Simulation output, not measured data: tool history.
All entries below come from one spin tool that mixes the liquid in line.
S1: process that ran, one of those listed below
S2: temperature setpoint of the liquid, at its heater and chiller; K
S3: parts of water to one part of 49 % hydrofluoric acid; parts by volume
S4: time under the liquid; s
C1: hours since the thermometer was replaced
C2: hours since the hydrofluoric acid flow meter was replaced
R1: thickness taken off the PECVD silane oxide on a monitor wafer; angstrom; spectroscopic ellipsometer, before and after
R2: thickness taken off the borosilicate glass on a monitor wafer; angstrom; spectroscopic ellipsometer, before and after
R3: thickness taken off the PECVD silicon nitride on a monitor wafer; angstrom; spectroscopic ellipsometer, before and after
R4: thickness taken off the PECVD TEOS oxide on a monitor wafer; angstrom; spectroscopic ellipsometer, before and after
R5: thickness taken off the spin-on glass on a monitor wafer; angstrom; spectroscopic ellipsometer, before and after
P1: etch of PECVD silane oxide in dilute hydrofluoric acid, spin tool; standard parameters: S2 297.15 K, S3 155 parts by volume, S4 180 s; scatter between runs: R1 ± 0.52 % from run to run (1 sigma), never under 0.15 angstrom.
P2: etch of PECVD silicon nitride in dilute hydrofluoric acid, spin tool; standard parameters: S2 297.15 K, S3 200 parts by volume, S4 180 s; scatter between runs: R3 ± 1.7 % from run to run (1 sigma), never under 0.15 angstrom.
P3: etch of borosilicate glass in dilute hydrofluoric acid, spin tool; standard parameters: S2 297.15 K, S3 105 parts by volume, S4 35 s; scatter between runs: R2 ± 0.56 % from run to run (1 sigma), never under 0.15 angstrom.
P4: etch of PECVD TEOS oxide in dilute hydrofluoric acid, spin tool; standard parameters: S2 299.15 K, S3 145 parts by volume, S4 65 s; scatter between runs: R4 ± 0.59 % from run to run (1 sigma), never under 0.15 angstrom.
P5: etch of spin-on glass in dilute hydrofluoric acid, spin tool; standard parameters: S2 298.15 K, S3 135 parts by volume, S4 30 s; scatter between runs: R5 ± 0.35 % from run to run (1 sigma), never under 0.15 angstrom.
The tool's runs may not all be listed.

run 1 hour=5.4 | S1=P1 S2=297.15 S3=155 S4=180 | C1=578.1 C2=443.2 | R1=166.99
run 2 hour=7.8 | S1=P3 S2=297.15 S3=175 S4=35 | C1=580.5 C2=445.6 | R2=57.585
run 3 hour=10.6 | S1=P1 S2=297.15 S3=50 S4=85 | C1=583.3 C2=448.4 | R1=276.16
run 4 hour=14.3 | S1=P3 S2=297.15 S3=105 S4=35 | C1=587 C2=452.1 | R2=105.12
run 5 hour=17.6 | S1=P1 S2=297.15 S3=220 S4=80 | C1=590.3 C2=455.4 | R1=48.728
run 6 hour=21.3 | S1=P3 S2=291.65 S3=105 S4=35 | C1=594 C2=459.1 | R2=84.812
run 7 hour=26.1 | S1=P1 S2=297.15 S3=280 S4=180 | C1=598.8 C2=463.9 | R1=81.518
run 8 hour=28.6 | S1=P1 S2=297.15 S3=155 S4=180 | C1=601.3 C2=466.4 | R1=165.8
run 9 hour=33 | S1=P1 S2=297.15 S3=230 S4=285 | C1=605.7 C2=470.8 | R1=164.86
run 10 hour=35.8 | S1=P2 S2=297.15 S3=200 S4=45 | C1=608.5 C2=473.6 | R3=4.0913
run 11 hour=41 | S1=P4 S2=299.15 S3=145 S4=65 | C1=613.7 C2=478.8 | R4=61.414
run 12 hour=44.3 | S1=P2 S2=301.15 S3=200 S4=180 | C1=617 C2=482.1 | R3=19.875
run 13 hour=49.4 | S1=P4 S2=306.65 S3=145 S4=65 | C1=622.1 C2=487.2 | R4=80.65
run 14 hour=53.5 | S1=P5 S2=298.15 S3=55 S4=30 | C1=626.2 C2=491.3 | R5=304.16
run 15 hour=57.4 | S1=P5 S2=293.15 S3=135 S4=30 | C1=630.1 C2=495.2 | R5=91.816
run 16 hour=62.6 | S1=P2 S2=297.15 S3=200 S4=180 | C1=635.3 C2=500.4 | R3=15.872
run 17 hour=65.5 | S1=P2 S2=297.15 S3=35 S4=180 | C1=638.2 C2=503.3 | R3=86.7
run 18 hour=68.2 | S1=P1 S2=297.15 S3=155 S4=180 | C1=640.9 C2=506 | R1=169.1
run 19 hour=70.6 | S1=P4 S2=299.15 S3=235 S4=65 | C1=643.3 C2=508.4 | R4=34.546
run 20 hour=75.1 | S1=P5 S2=298.15 S3=135 S4=55 | C1=647.8 C2=512.9 | R5=202.97
run 21 hour=80.2 | S1=P1 S2=297.15 S3=60 S4=180 | C1=652.9 C2=518 | R1=485.75
run 22 hour=84.3 | S1=P4 S2=299.15 S3=145 S4=125 | C1=657 C2=522.1 | R4=116.85
run 23 hour=87 | S1=P1 S2=302.65 S3=155 S4=180 | C1=659.7 C2=524.8 | R1=206.5
run 24 hour=90.3 | S1=P4 S2=299.15 S3=145 S4=65 | C1=663 C2=528.1 | R4=61.149
run 25 hour=95.2 | S1=P1 S2=297.15 S3=155 S4=65 | C1=667.9 C2=533 | R1=61.046
run 26 hour=100 | S1=P1 S2=297.15 S3=155 S4=180 | C1=672.7 C2=537.8 | R1=166.63
run 27 hour=105 | S1=P3 S2=297.15 S3=105 S4=60 | C1=677.7 C2=542.8 | R2=178.34
run 28 hour=108.2 | S1=P5 S2=298.15 S3=135 S4=30 | C1=680.9 C2=546 | R5=111.37
run 29 hour=111.1 | S1=P1 S2=297.15 S3=155 S4=300 | C1=683.8 C2=548.9 | R1=280.72
run 30 hour=114 | S1=P1 S2=290.15 S3=155 S4=180 | C1=686.7 C2=551.8 | R1=127.68
run 31 hour=117.9 | S1=P5 S2=298.15 S3=135 S4=30 | C1=690.6 C2=555.7 | R5=111.68
run 32 hour=122.1 | S1=P1 S2=297.15 S3=155 S4=180 | C1=694.8 C2=559.9 | R1=168.1
run 33 hour=125.6 | S1=P1 S2=297.15 S3=155 S4=180 | C1=698.3 C2=563.4 | R1=165.99
run 34 hour=129.5 | S1=P1 S2=297.15 S3=155 S4=180 | C1=702.2 C2=567.3 | R1=168.32
run 35 hour=134.5 | S1=P1 S2=297.15 S3=155 S4=180 | C1=707.2 C2=572.3 | R1=174.23
run 36 hour=137.2 | S1=P1 S2=297.15 S3=155 S4=180 | C1=709.9 C2=575 | R1=175.49
run 37 hour=141.3 | S1=P1 S2=297.15 S3=155 S4=180 | C1=714 C2=579.1 | R1=178.55
run 38 hour=146 | S1=P1 S2=297.15 S3=155 S4=180 | C1=718.7 C2=583.8 | R1=181.26
run 39 hour=148.9 | S1=P1 S2=297.15 S3=155 S4=180 | C1=721.6 C2=586.7 | R1=179.47
run 40 hour=153.2 | S1=P1 S2=297.15 S3=155 S4=180 | C1=725.9 C2=591 | R1=178.31

P1 no longer gives what it gave before; its output has crept away from where it was. The following 2 causes, each at its listed size, fit the log equally well:
A: liquid hotter than its thermometer reads (K) = 1.93
B: hydrofluoric acid flow above the setpoint (%) = 6.39
The onset of the drift is placed at about hour 129.5.

Which of the 4 check runs listed below, each an average over 5 wafers with its results shown as question marks, gives clearly different results under the different listed causes?
run check 1 hour=157.5 | S1=P4 S2=299.15 S3=145 S4=65 | R4=?
run check 2 hour=157.5 | S1=P3 S2=297.15 S3=105 S4=35 | R2=?
run check 3 hour=157.5 | S1=P5 S2=298.15 S3=135 S4=30 | R5=?
run check 4 hour=157.5 | S1=P2 S2=297.15 S3=200 S4=180 | R3=?

Expected result of each check under each candidate cause:
check=check_1 result=R4 if_A=65.915 if_B=65.958
check=check_2 result=R2 if_A=112.64 if_B=111.99
check=check_3 result=R5 if_A=119.69 if_B=119.52
check=check_4 result=R3 if_A=17.505 if_B=16.491
How far apart the two closest causes lie, in the result that separates them most: check 1 0.07 %; check 2 0.58 %; check 3 0.14 %; check 4 5.97 %
Only check 4 tells the causes apart: in the others they would give nearly the same result.

Check 4 was then run and gave: R3 16.415 angstrom. Which cause is it?

The correct cause is B, namely: hydrofluoric acid flow above the setpoint (%).

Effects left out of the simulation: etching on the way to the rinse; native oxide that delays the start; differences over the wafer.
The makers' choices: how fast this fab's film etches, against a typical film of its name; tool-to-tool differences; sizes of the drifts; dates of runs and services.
